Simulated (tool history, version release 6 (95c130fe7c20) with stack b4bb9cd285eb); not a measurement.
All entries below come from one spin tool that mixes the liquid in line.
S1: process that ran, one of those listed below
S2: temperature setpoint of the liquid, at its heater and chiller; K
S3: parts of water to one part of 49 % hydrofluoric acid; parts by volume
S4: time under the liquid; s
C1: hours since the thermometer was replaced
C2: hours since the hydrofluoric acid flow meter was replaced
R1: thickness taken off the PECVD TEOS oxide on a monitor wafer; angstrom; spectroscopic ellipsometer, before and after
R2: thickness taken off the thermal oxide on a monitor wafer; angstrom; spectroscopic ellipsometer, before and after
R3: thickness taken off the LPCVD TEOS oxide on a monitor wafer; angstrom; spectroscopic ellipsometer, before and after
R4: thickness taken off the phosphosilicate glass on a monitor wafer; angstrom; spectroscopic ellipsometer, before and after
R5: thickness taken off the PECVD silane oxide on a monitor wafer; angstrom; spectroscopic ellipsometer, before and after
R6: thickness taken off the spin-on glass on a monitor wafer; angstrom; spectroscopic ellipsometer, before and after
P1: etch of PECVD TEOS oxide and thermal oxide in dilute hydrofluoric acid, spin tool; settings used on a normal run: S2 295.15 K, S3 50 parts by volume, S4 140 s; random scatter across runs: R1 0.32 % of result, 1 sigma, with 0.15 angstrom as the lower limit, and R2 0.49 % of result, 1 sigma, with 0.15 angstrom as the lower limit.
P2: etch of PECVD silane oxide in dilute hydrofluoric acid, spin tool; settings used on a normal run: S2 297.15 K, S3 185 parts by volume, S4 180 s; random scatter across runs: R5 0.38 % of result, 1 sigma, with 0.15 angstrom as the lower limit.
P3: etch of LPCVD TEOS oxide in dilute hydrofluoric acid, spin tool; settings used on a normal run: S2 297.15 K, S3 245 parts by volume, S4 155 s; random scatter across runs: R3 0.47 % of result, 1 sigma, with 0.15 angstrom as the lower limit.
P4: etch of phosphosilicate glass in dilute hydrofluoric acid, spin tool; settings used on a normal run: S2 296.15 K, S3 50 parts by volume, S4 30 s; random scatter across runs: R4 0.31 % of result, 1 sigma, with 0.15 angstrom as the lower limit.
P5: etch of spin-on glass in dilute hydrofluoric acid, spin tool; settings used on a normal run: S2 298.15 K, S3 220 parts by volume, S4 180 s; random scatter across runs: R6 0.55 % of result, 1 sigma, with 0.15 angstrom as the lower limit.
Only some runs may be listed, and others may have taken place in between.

run	day	S1	S2	S3	S4	C1	C2	R1	R2	R3	R4	R5	R6
1	0.154	P1	295.15	50	140	995.0	252.6	362.620	128.420				
2	0.283	P3	297.15	245	270	998.1	255.7			394.10			
3	0.433	P4	296.15	50	30	1001.7	259.3				505.07		
4	0.558	P1	295.15	50	225	1004.7	262.3	583.110	207.150				
5	0.696	P4	296.15	50	30	1008.0	265.6				505.78		
6	0.896	P1	290.15	50	140	1012.8	270.4	293.670	103.560				
7	1.058	P1	295.15	50	140	1016.7	274.3	363.780	128.720				
8	1.242	P1	290.15	80	140	1021.1	278.7	176.480	63.217				
9	1.375	P2	297.15	50	180	1024.3	281.9					1208.20	
10	1.558	P3	297.15	245	155	1028.7	286.3			225.32			
11	1.675	P1	295.15	50	140	1031.5	289.1	362.110	128.190				
12	1.900	P1	295.15	50	15	1036.9	294.5	38.861	13.941				
13	2.138	P2	290.65	185	180	1042.6	300.2					215.80	
14	2.292	P5	298.15	220	180	1046.3	303.9						267.81
15	2.433	P1	295.15	50	140	1049.7	307.3	362.920	128.660				
16	2.575	P2	297.15	185	180	1053.1	310.7					279.89	
17	2.779	P1	303.65	50	140	1058.0	315.6	511.470	181.230				
18	2.925	P5	298.15	325	180	1061.5	319.1						162.75
19	3.146	P4	296.15	50	60	1066.8	324.4				1003.30		
20	3.288	P3	297.15	50	155	1070.2	327.8			1395.40			
21	3.521	P5	306.15	220	180	1075.8	333.4						358.77
22	3.671	P1	295.15	80	140	1079.4	337.0	218.110	77.539				
23	3.842	P5	298.15	220	320	1083.5	341.1						474.02
# day 3.958: hydrofluoric acid flow meter replaced
24	3.979	P1	295.15	20	140	1086.8	0.6	943.570	335.350				
25	4.117	P1	295.15	50	140	1090.1	3.9	365.330	128.580				
26	4.262	P1	295.15	50	140	1093.6	7.4	361.990	127.800				
27	4.367	P3	302.65	245	155	1096.1	9.9			276.47			
28	4.546	P4	304.15	50	30	1100.4	14.2				699.12		
29	4.742	P2	297.15	185	290	1105.1	18.9					449.03	
30	4.950	P4	296.15	90	30	1110.1	23.9				266.41		
31	5.058	P3	297.15	245	155	1112.7	26.5			227.01			
32	5.162	P1	295.15	50	140	1115.2	29.0	364.570	128.200				
33	5.367	P1	295.15	50	140	1120.1	33.9	363.710	127.500				
34	5.588	P1	295.15	50	140	1125.4	39.2	354.280	124.730				
35	5.729	P1	295.15	50	140	1128.8	42.6	347.480	123.130				
36	5.938	P1	295.15	50	140	1133.8	47.6	346.300	123.240				
37	6.100	P1	295.15	50	140	1137.7	51.5	344.140	121.330				
38	6.304	P1	295.15	50	140	1142.6	56.4	344.400	120.630				
39	6.408	P1	295.15	50	140	1145.1	58.9	340.080	119.920				
40	6.604	P1	295.15	50	140	1149.8	63.6	341.630	122.040				
41	6.767	P1	295.15	50	140	1153.7	67.5	340.000	121.160				
42	6.888	P1	295.15	50	140	1156.6	70.4	339.650	120.900				
43	6.992	P1	295.15	50	140	1159.1	72.9	338.760	121.170				
44	7.200	P1	295.15	50	140	1164.1	77.9	338.880	120.260				

What P1 gives has crept off from where it sat before. The 2 causes that follow fit the log equally well, each at the size noted:
A: hydrofluoric acid flow below the setpoint (%) = 6.01
B: liquid colder than its thermometer reads (K) = 1.57
The drift started at roughly day 5.367.

4 check runs are offered, each on 2 wafers whose results are averaged, their results left as question marks. Which one tells the causes apart?
check 1	7.408	P4	303.65	50	50						?		
check 2	7.408	P3	297.15	75	155					?			
check 3	7.408	P2	292.65	70	180							?	
check 4	7.408	P5	305.65	310	180								?

Predicted outcomes, by check and by cause:
check	result	if A	if B
check 1	R4	1064.00	1069.60
check 2	R3	839.38	843.04
check 3	R5	654.44	654.90
check 4	R6	203.96	211.27
Distance between the nearest two causes, measured in the result of the check that separates them most: check 1 0.53 %; check 2 0.44 %; check 3 0.07 %; check 4 3.52 %
Check 4 is the one run that separates the causes; every other check would come out nearly the same whichever cause is at work.

The results of check 4 are: R6 211.65 angstrom. Based on these, which of the listed causes is it?

B is the cause: liquid colder than its thermometer reads (K).

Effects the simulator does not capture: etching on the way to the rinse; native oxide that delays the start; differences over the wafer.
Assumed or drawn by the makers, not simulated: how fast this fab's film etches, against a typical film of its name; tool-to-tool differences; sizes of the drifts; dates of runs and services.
